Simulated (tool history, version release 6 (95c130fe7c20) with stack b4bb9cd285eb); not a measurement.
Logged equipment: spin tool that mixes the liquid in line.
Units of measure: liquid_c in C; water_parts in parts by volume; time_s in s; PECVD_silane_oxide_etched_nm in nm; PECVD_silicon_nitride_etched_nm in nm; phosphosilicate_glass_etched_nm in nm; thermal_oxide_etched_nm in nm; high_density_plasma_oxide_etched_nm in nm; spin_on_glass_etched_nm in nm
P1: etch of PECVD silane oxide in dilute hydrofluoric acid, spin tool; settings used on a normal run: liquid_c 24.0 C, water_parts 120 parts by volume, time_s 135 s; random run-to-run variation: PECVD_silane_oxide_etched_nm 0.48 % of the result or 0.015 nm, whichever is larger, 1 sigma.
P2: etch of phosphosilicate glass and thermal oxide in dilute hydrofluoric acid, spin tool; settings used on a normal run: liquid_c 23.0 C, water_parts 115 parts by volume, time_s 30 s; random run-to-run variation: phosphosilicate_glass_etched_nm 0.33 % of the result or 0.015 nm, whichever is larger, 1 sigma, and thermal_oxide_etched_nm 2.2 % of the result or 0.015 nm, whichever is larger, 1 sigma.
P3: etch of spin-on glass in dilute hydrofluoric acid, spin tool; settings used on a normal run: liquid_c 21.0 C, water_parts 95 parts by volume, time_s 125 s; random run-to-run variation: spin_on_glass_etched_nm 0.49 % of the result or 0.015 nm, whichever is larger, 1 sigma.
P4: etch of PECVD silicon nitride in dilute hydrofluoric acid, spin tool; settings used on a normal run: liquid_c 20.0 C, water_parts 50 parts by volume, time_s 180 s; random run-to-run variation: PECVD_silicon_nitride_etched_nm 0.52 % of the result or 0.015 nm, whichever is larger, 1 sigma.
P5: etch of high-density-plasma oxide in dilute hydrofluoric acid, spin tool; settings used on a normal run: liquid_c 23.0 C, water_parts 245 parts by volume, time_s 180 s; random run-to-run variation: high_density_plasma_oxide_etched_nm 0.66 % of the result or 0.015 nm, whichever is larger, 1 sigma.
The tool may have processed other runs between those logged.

run,hour,process,liquid_c,water_parts,time_s,hours since the thermometer was replaced,hours since the hydrofluoric acid flow meter was replaced,PECVD_silane_oxide_etched_nm,PECVD_silicon_nitride_etched_nm,phosphosilicate_glass_etched_nm,thermal_oxide_etched_nm,high_density_plasma_oxide_etched_nm,spin_on_glass_etched_nm
1,10.0,P1,24.0,120,135,1638.4,1014.3,32.5020,,,,,
2,16.5,P4,20.0,50,180,1644.9,1020.8,,4.5921,,,,
3,25.0,P1,24.0,120,25,1653.4,1029.3,5.9984,,,,,
4,31.4,P2,29.0,115,30,1659.8,1035.7,,,51.579,1.40860,,
5,38.0,P1,24.0,20,135,1666.4,1042.3,221.8400,,,,,
6,44.1,P1,24.0,205,135,1672.5,1048.4,17.1930,,,,,
7,52.6,P5,23.0,245,180,1681.0,1056.9,,,,,4.5557,
8,61.6,P1,17.0,120,135,1690.0,1065.9,24.4940,,,,,
9,67.4,P4,20.0,50,295,1695.8,1071.7,,7.5088,,,,
10,74.2,P2,23.0,115,50,1702.6,1078.5,,,68.329,1.93080,,
11,81.3,P3,21.0,95,125,1709.7,1085.6,,,,,,59.105
12,85.7,P1,24.0,120,135,1714.1,1090.0,32.7160,,,,,
13,93.4,P3,21.0,45,125,1721.8,1097.7,,,,,,131.740
14,97.7,P2,23.0,115,30,1726.1,1102.0,,,40.659,1.08890,,
15,102.9,P5,17.0,245,180,1731.3,1107.2,,,,,3.5824,
16,109.5,P1,24.0,120,270,1737.9,1113.8,65.0790,,,,,
17,114.4,P3,21.0,95,125,1742.8,1118.7,,,,,,59.614
18,121.0,P4,27.5,50,180,1749.4,1125.3,,7.5509,,,,
19,126.2,P1,24.0,120,135,1754.6,1130.5,32.4490,,,,,
20,132.2,P1,24.0,120,135,1760.6,1136.5,32.3080,,,,,
21,140.4,P5,23.0,60,180,1768.8,1144.7,,,,,22.4990,
22,148.5,P2,23.0,185,30,1776.9,1152.8,,,23.680,0.66049,,
23,158.4,P1,30.5,120,135,1786.8,1162.7,41.6750,,,,,
24,166.1,P1,28.5,190,135,1794.5,1170.4,22.3710,,,,,

Run 25, settings as shown, results not yet in. Your forecast:
25,170.4,P1,24.0,120,135,1798.8,1174.7,?,,,,,

{"run 25": {"PECVD_silane_oxide_etched_nm": 32.497}}
